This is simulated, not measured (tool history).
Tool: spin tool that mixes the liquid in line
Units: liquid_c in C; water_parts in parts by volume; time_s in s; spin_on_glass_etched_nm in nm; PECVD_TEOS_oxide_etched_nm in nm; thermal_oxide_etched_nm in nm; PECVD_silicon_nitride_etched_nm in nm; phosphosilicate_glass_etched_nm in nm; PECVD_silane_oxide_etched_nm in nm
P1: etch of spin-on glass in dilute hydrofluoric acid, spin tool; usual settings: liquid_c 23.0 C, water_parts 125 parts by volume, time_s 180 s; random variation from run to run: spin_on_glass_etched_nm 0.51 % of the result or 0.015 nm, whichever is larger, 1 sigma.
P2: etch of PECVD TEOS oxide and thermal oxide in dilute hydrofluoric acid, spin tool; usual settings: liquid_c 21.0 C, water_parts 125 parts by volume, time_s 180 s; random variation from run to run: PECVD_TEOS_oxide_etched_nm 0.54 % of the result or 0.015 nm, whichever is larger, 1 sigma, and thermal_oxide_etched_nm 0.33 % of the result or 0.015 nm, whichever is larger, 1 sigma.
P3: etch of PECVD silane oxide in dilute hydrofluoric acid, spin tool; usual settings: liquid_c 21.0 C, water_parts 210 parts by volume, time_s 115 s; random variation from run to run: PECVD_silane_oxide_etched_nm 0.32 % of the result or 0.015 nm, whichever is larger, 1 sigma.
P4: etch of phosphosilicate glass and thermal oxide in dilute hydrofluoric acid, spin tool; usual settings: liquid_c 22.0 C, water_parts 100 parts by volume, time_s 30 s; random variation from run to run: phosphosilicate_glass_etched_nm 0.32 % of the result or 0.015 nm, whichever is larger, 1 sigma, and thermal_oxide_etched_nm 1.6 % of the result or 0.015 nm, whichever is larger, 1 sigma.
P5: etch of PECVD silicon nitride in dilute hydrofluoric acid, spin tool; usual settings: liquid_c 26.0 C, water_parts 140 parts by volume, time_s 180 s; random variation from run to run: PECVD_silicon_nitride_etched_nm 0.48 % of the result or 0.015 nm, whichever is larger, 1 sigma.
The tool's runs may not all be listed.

run   hour  process  liquid_c  water_parts  time_s  hours since the thermometer was replaced  hours since the hydrofluoric acid flow meter was replaced  spin_on_glass_etched_nm  PECVD_TEOS_oxide_etched_nm  thermal_oxide_etched_nm  PECVD_silicon_nitride_etched_nm  phosphosilicate_glass_etched_nm  PECVD_silane_oxide_etched_nm
  1   16.6       P1      23.0          125     180                                    1238.2                                                      535.4                   42.065
  2   34.8       P2      26.0          125     180                                    1256.4                                                      553.6                                              12.8860                  7.52430
  3   51.2       P5      26.0          240     180                                    1272.8                                                      570.0                                                                                                        2.56120
  4   65.6       P1      23.0          125     180                                    1287.2                                                      584.4                   41.769
  5   76.9       P1      23.0          125     180                                    1298.5                                                      595.7                   42.146
  6   94.8       P1      23.0          210     180                                    1316.4                                                      613.6                   23.067
  7  110.3       P2      21.0          125     180                                    1331.9                                                      629.1                                              10.4790                  6.17150
  8  126.0       P5      26.0          140     180                                    1347.6                                                      644.8                                                                                                        4.34920
  9  140.8       P1      17.0          125     180                                    1362.4                                                      659.6                   33.354
 10  157.2       P1      28.5          125     180                                    1378.8                                                      676.0                   52.077
 11  166.6       P1      23.0          125      55                                    1388.2                                                      685.4                   12.804
 12  176.1       P1      30.0           80     180                                    1397.7                                                      694.9                   91.424
 13  192.3       P2      21.0          125      30                                    1413.9                                                      711.1                                               1.7752                  1.01720
 14  206.2       P5      26.0          140      15                                    1427.8                                                      725.0                                                                                                        0.37025
 15  214.8       P1      23.0          125     180                                    1436.4                                                      733.6                   41.753
 16  232.4       P4      22.0          175      30                                    1454.0                                                      751.2                                                                       0.70597                                                            10.053
 17  246.7       P1      23.0          125     180                                    1468.3                                                      765.5                   42.166
 18  262.4       P3      21.0          365     115                                    1484.0                                                      781.2                                                                                                                                                                        9.7256
 19  273.5       P1      23.0          125     335                                    1495.1                                                      792.3                   78.827
 20  288.1       P4      17.0          100      30                                    1509.7                                                      806.9                                                                       1.04730                                                            15.621
 21  299.6       P4      22.0          100      55                                    1521.2                                                      818.4                                                                       2.41130                                                            34.761
 22  318.4       P3      21.0          210      25                                    1540.0                                                      837.2                                                                                                                                                                        4.1850
 23  329.1       P5      26.0          140     180                                    1550.7                                                      847.9                                                                                                        4.32300
 24  348.0       P1      23.0          125     180                                    1569.6                                                      866.8                   42.013
 25  362.4       P2      21.0          220     180                                    1584.0                                                      881.2                                               5.4027                  3.20030
 26  381.4       P1      23.0           75     180                                    1603.0                                                      900.2                   73.788
 27  397.2       P5      20.5          140     180                                    1618.8                                                      916.0                                                                                                        3.02790
 28  408.2       P3      21.0          210     115                                    1629.8                                                      927.0                                                                                                                                                                       19.3360
 29  418.0       P1      28.0          125      40                                    1639.6                                                      936.8                   11.304
 30  428.6       P3      17.0          210     115                                    1650.2                                                      947.4                                                                                                                                                                       16.5630
 31  439.7       P4      22.0          100      30                                    1661.3                                                      958.5                                                                       1.30310                                                            19.220
 32  451.4       P1      23.0          125     180                                    1673.0                                                      970.2                   41.675
 33  466.5       P1      23.0          125     180                                    1688.1                                                      985.3                   43.424
 34  479.3       P1      23.0          125     180                                    1700.9                                                      998.1                   43.682
 35  490.7       P1      23.0          125     180                                    1712.3                                                     1009.5                   44.318
 36  507.8       P1      23.0          125     180                                    1729.4                                                     1026.6                   44.574
 37  522.6       P1      23.0          125     180                                    1744.2                                                     1041.4                   44.456
 38  533.6       P1      23.0          125     180                                    1755.2                                                     1052.4                   44.386
 39  543.8       P1      23.0          125     180                                    1765.4                                                     1062.6                   44.510
 40  558.0       P1      23.0          125     180                                    1779.6                                                     1076.8                   44.696

What P1 gives has crept away from where it was. These 2 causes fit the log equally well, each at the size given:
A: hydrofluoric acid flow above the setpoint (%) = 5.41
B: liquid hotter than its thermometer reads (K) = 1.55
The creep began at about hour 451.4.

4 check runs are offered, each on 2 wafers whose results are averaged, their results left as question marks. Which one tells the causes apart?
check 1  572.2       P5      26.0          240     180                                                                                                                                                                                                                   ?
check 2  572.2       P2      21.0          210     180                                                                                                                                                         ?                        ?
check 3  572.2       P4      22.0          150      30                                                                                                                                                                                  ?                                                                 ?
check 4  572.2       P3      17.0          210     115                                                                                                                                                                                                                                                                                  ?

What each check would give under each cause:
  check                           result     if A     if B
check 1  PECVD_silicon_nitride_etched_nm  2.65510  2.76700
check 2       PECVD_TEOS_oxide_etched_nm   6.1195   6.0882
check 2          thermal_oxide_etched_nm  3.58420  3.56590
check 3          thermal_oxide_etched_nm  0.88349  0.88248
check 3  phosphosilicate_glass_etched_nm   12.818   12.803
check 4     PECVD_silane_oxide_etched_nm  17.6450  17.6180
How far apart the two closest causes lie, in the result that separates them most: check 1 4.13 %; check 2 0.51 %; check 3 0.11 %; check 4 0.15 %
Check 1 tells the causes apart: in the others they would give nearly the same result.

Then check 1 was run and gave: PECVD_silicon_nitride_etched_nm 2.76720 nm. Which cause is it?

It is B: liquid hotter than its thermometer reads (K).

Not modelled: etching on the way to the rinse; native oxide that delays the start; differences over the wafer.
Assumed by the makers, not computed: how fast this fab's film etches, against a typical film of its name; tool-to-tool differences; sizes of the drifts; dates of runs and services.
